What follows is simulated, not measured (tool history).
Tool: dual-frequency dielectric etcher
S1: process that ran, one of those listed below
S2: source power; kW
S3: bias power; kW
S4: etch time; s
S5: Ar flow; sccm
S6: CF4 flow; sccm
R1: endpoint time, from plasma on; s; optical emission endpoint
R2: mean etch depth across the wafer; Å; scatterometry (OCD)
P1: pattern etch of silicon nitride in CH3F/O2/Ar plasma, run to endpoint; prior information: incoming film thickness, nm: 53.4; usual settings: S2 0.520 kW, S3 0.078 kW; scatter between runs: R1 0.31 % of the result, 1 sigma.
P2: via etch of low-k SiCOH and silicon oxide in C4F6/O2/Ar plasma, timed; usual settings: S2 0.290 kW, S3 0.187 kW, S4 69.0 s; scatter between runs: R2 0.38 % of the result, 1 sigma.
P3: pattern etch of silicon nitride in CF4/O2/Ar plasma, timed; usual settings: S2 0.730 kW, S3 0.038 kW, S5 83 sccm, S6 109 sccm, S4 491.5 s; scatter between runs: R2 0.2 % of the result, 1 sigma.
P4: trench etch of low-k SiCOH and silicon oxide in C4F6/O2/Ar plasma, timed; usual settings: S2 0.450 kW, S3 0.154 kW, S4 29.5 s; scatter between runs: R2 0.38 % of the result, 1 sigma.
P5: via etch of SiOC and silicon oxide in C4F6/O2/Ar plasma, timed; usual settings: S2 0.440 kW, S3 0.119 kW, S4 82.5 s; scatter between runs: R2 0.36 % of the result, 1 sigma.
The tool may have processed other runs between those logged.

| run | hour | S1 | S2 | S3 | S4 | S5 | S6 | R1 | R2 |
|---|---|---|---|---|---|---|---|---|---|
| 1 | 12.1 | P1 | 0.520 | 0.078 |  |  |  | 66.945 |  |
| 2 | 19.2 | P5 | 0.300 | 0.119 | 82.5 |  |  |  | 728.62 |
| 3 | 25.1 | P3 | 0.730 | 0.038 | 491.5 | 66 | 109 |  | 12497.00 |
| 4 | 32.2 | P5 | 0.440 | 0.119 | 54.0 |  |  |  | 555.18 |
| 5 | 44.3 | P2 | 0.290 | 0.265 | 69.0 |  |  |  | 1944.40 |
| 6 | 50.8 | P1 | 0.620 | 0.078 |  |  |  | 62.253 |  |
| 7 | 57.9 | P2 | 0.290 | 0.187 | 100.5 |  |  |  | 2504.50 |
| 8 | 68.8 | P4 | 0.450 | 0.154 | 29.5 |  |  |  | 939.86 |
| 9 | 81.4 | P2 | 0.290 | 0.187 | 69.0 |  |  |  | 1717.10 |
| 10 | 87.7 | P1 | 0.520 | 0.078 |  |  |  | 66.604 |  |
| 11 | 99.5 | P3 | 0.480 | 0.038 | 491.5 | 83 | 109 |  | 8390.80 |
| 12 | 111.6 | P4 | 0.450 | 0.198 | 29.5 |  |  |  | 1004.70 |
| 13 | 121.9 | P1 | 0.520 | 0.078 |  |  |  | 67.189 |  |
| 14 | 129.5 | P4 | 0.450 | 0.154 | 43.0 |  |  |  | 1358.70 |
| 15 | 142.1 | P1 | 0.520 | 0.055 |  |  |  | 74.739 |  |
| 16 | 149.6 | P2 | 0.290 | 0.187 | 69.0 |  |  |  | 1723.60 |
| 17 | 158.4 | P3 | 0.730 | 0.038 | 598.5 | 83 | 109 |  | 14738.00 |
| 18 | 166.1 | P1 | 0.520 | 0.078 |  |  |  | 66.902 |  |
| 19 | 175.8 | P3 | 0.730 | 0.047 | 491.5 | 83 | 109 |  | 13062.00 |
| 20 | 185.5 | P5 | 0.440 | 0.169 | 82.5 |  |  |  | 944.72 |
| 21 | 193.8 | P1 | 0.520 | 0.109 |  |  |  | 59.311 |  |
|  | 196.5 | wet clean of the chamber |
| 22 | 203.4 | P3 | 0.730 | 0.038 | 491.5 | 83 | 109 |  | 12125.00 |
| 23 | 211.0 | P1 | 0.410 | 0.078 |  |  |  | 72.817 |  |
| 24 | 219.6 | P1 | 0.320 | 0.055 |  |  |  | 90.914 |  |
| 25 | 229.4 | P5 | 0.440 | 0.119 | 82.5 |  |  |  | 849.53 |
| 26 | 236.4 | P1 | 0.520 | 0.078 |  |  |  | 66.887 |  |
| 27 | 244.4 | P3 | 0.730 | 0.038 | 491.5 | 83 | 154 |  | 12641.00 |
| 28 | 253.9 | P1 | 0.410 | 0.057 |  |  |  | 80.966 |  |
| 29 | 259.9 | P4 | 0.280 | 0.154 | 29.5 |  |  |  | 779.32 |
| 30 | 270.8 | P1 | 0.520 | 0.078 |  |  |  | 66.820 |  |
| 31 | 282.8 | P2 | 0.400 | 0.187 | 69.0 |  |  |  | 1927.20 |
| 32 | 289.8 | P1 | 0.520 | 0.078 |  |  |  | 66.978 |  |
| 33 | 301.0 | P1 | 0.520 | 0.078 |  |  |  | 67.248 |  |

Expected results for the next run?
| 34 | 308.9 | P1 | 0.520 | 0.078 |  |  |  | ? |  |

For run 34 the tool returned R1 67.585 s.
